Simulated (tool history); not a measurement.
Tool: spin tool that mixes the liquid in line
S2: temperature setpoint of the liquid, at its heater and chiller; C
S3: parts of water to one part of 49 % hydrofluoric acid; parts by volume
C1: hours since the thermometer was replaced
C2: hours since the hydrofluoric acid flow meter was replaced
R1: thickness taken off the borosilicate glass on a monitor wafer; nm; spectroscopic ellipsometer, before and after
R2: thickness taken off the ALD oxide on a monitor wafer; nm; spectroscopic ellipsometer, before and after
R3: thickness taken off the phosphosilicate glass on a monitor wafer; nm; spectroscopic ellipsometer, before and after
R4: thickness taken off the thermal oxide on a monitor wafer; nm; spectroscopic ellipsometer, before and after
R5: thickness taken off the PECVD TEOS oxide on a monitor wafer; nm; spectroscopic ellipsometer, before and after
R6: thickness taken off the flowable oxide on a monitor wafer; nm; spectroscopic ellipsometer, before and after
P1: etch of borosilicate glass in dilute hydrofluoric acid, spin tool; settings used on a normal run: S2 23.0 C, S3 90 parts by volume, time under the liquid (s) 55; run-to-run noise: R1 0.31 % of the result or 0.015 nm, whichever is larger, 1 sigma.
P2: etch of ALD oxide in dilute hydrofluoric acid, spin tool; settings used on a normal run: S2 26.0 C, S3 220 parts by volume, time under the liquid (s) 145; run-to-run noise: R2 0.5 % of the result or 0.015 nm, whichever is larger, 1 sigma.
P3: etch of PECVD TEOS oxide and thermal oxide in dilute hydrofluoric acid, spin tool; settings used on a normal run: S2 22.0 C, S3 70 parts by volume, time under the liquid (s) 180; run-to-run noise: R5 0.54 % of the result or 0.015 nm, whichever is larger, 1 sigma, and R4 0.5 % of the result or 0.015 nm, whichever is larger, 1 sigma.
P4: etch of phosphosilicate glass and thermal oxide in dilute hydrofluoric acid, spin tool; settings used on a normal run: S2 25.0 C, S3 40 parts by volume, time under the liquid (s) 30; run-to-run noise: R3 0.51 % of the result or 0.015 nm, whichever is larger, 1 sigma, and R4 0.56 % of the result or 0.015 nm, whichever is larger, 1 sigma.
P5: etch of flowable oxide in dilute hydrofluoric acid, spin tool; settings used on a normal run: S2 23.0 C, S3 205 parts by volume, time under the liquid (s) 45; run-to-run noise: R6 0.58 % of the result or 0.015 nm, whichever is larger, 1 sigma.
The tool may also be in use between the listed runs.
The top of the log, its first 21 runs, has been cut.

{"run": 22, "day": 5.112, "process that ran": "P1", "S2": 23.0, "S3": 150, "time under the liquid (s)": 55, "C1": 1062.7, "C2": 520.4, "R1": 14.144}
{"run": 23, "day": 5.317, "process that ran": "P3", "S2": 28.5, "S3": 70, "time under the liquid (s)": 180, "C1": 1067.6, "C2": 525.3, "R4": 16.463, "R5": 34.071}
{"run": 24, "day": 5.496, "process that ran": "P3", "S2": 22.0, "S3": 70, "time under the liquid (s)": 180, "C1": 1071.9, "C2": 529.6, "R4": 12.631, "R5": 26.34}
{"run": 25, "day": 5.696, "process that ran": "P5", "S2": 23.0, "S3": 205, "time under the liquid (s)": 45, "C1": 1076.7, "C2": 534.4, "R6": 4.3631}
{"run": 26, "day": 5.9, "process that ran": "P5", "S2": 23.0, "S3": 205, "time under the liquid (s)": 20, "C1": 1081.6, "C2": 539.3, "R6": 1.9316}
{"run": 27, "day": 6.175, "process that ran": "P5", "S2": 17.5, "S3": 205, "time under the liquid (s)": 45, "C1": 1088.2, "C2": 545.9, "R6": 3.5482}
{"run": 28, "day": 6.442, "process that ran": "P1", "S2": 29.5, "S3": 90, "time under the liquid (s)": 55, "C1": 1094.6, "C2": 552.3, "R1": 32.571}
{"run": 29, "day": 6.762, "process that ran": "P2", "S2": 26.0, "S3": 220, "time under the liquid (s)": 145, "C1": 1102.3, "C2": 560.0, "R2": 17.396}
{"run": 30, "day": 6.988, "process that ran": "P5", "S2": 23.0, "S3": 280, "time under the liquid (s)": 45, "C1": 1107.7, "C2": 565.4, "R6": 2.9818}
{"run": 31, "day": 7.175, "process that ran": "P2", "S2": 26.0, "S3": 220, "time under the liquid (s)": 270, "C1": 1112.2, "C2": 569.9, "R2": 32.316}
{"run": 32, "day": 7.454, "process that ran": "P4", "S2": 25.0, "S3": 40, "time under the liquid (s)": 30, "C1": 1118.9, "C2": 576.6, "R3": 126.5, "R4": 3.8138}
{"run": 33, "day": 7.662, "process that ran": "P1", "S2": 23.0, "S3": 90, "time under the liquid (s)": 55, "C1": 1123.9, "C2": 581.6, "R1": 25.132}

Run 34 has not been measured yet. What should we expect?
{"run": 34, "day": 7.979, "process that ran": "P1", "S2": 23.0, "S3": 90, "time under the liquid (s)": 55, "C1": 1131.5, "C2": 589.2, "R1": "?"}

Run 34 gave R1 23.7680 nm.

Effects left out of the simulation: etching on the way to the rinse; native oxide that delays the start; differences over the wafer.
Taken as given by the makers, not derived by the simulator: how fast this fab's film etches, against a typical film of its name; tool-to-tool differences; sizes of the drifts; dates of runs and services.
